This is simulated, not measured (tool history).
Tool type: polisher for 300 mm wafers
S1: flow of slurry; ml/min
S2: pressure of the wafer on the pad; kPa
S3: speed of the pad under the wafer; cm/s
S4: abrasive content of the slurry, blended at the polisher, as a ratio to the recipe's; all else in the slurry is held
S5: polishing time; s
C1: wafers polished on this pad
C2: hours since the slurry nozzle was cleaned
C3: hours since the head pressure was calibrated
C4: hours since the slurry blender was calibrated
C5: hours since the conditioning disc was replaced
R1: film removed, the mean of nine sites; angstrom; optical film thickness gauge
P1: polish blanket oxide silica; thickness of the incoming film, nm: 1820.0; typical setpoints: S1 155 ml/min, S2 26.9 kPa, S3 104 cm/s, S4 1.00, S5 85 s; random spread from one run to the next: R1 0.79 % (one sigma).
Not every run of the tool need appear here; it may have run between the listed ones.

run	hour	S1	S2	S3	S4	S5	C1	C2	C3	C4	C5	R1
1	3.9	155	26.9	104	1.00	85	615	220.4	228.2	34.0	172.0	2672.0
2	8.3	155	26.9	104	1.00	85	640	224.8	232.6	38.4	176.4	2659.5
3	10.9	155	26.9	104	1.50	85	654	227.4	235.2	41.0	179.0	3192.3
4	14.9	235	26.9	104	1.00	85	677	231.4	239.2	45.0	183.0	2822.1
5	19.5	155	26.9	46	1.00	85	703	236.0	243.8	49.6	187.6	1428.4
6	24.5	155	26.9	104	1.00	85	731	241.0	248.8	54.6	192.6	2688.6
7	27.0	155	26.9	104	0.55	85	745	243.5	251.3	57.1	195.1	1980.7
8	29.7	155	26.9	104	1.00	85	760	246.2	254.0	59.8	197.8	2738.0
9	32.0	155	13.1	104	1.00	85	773	248.5	256.3	62.1	200.1	1318.0
# hour 35.9: slurry nozzle cleaned
10	36.3	155	26.9	104	0.60	54	797	0.5	260.6	66.4	204.4	1302.7
11	39.2	155	42.7	104	1.00	85	814	3.4	263.5	69.3	207.3	4290.9
# hour 40.8: slurry blender recalibrated
12	43.6	155	26.9	104	1.00	40	839	7.8	267.9	2.8	211.7	1263.8
13	46.5	155	26.9	104	1.00	135	855	10.7	270.8	5.7	214.6	4256.2
14	49.8	95	26.9	150	1.00	85	874	14.0	274.1	9.0	217.9	3199.6
15	54.7	95	26.9	104	1.00	130	901	18.9	279.0	13.9	222.8	3682.4
16	58.2	155	26.9	162	1.00	85	921	22.4	282.5	17.4	226.3	3844.2
17	63.2	95	26.9	104	1.00	85	949	27.4	287.5	22.4	231.3	2450.0
18	68.2	155	26.9	104	1.00	85	977	32.4	292.5	27.4	236.3	2737.4
19	71.4	155	26.9	104	1.00	85	995	35.6	295.7	30.6	239.5	2601.0
20	75.4	155	26.9	104	1.00	85	1018	39.6	299.7	34.6	243.5	2535.1
21	78.0	155	26.9	104	1.00	85	1033	42.2	302.3	37.2	246.1	2479.6
22	81.7	155	26.9	104	1.00	85	1053	45.9	306.0	40.9	249.8	2467.9
# hour 84.5: conditioning disc replaced and pad reconditioned
23	84.5	155	26.9	104	1.00	85	1069	48.7	308.8	43.7	0.1	2430.7
# hour 84.9: slurry nozzle cleaned
# hour 87.8: head pressure recalibrated
24	89.1	155	26.9	104	1.00	85	1095	4.2	1.4	48.3	4.7	2401.5
25	93.7	155	26.9	104	1.00	85	1121	8.8	6.0	52.9	9.3	2395.4
26	96.4	155	26.9	104	1.00	85	1136	11.5	8.7	55.6	12.0	2358.2
27	99.2	155	26.9	104	1.00	85	1152	14.3	11.5	58.4	14.8	2341.9
28	102.4	155	26.9	104	1.00	85	1170	17.5	14.7	61.6	18.0	2381.4
29	106.7	155	26.9	104	1.00	85	1194	21.8	19.0	65.9	22.3	2414.2

What P1 gives has crept off from where it sat before. The 2 causes that follow fit the log equally well, each at the size noted:
A: removal rate lost through wear of the pad, % = 12.2
B: abrasive missing from the slurry, % = 23.4
The gradual shift began around hour 68.2.
The rest of the possible causes, and what rules out each one:
slurry flow missing at the pad, %: was serviced at hour 84.9, once the creep was under way, yet the earlier output never came back
head's pressure below its setpoint, %: was serviced at hour 87.8, once the creep was under way, yet the earlier output never came back
time polished since the conditioner stopped cutting, s: was serviced at hour 84.5, once the creep was under way, yet the earlier output never came back

4 check runs are offered, each on 3 wafers whose results are averaged, their results left as question marks. Which one tells the causes apart?
check 1	111.0	155	26.9	152	1.00	129						?
check 2	111.0	155	20.7	54	1.00	85						?
check 3	111.0	155	26.9	154	0.60	85						?
check 4	111.0	155	41.4	154	1.00	85						?

Outcome of each check run for each possible cause:
check	result	if A	if B
check 1	R1	4856.6	4857.0
check 2	R1	1075.6	1075.7
check 3	R1	2481.7	2400.2
check 4	R1	4975.0	4975.4
Per-check spread between the two closest causes, in the result where they differ most: check 1 0.01 %; check 2 0.01 %; check 3 3.34 %; check 4 0.01 %
Only check 3 tells the causes apart: in the others they would give nearly the same result.

Check 3 was then run and gave: R1 2396.9 angstrom. Which cause is it?

Of the candidate causes, it is B: abrasive missing from the slurry, %.

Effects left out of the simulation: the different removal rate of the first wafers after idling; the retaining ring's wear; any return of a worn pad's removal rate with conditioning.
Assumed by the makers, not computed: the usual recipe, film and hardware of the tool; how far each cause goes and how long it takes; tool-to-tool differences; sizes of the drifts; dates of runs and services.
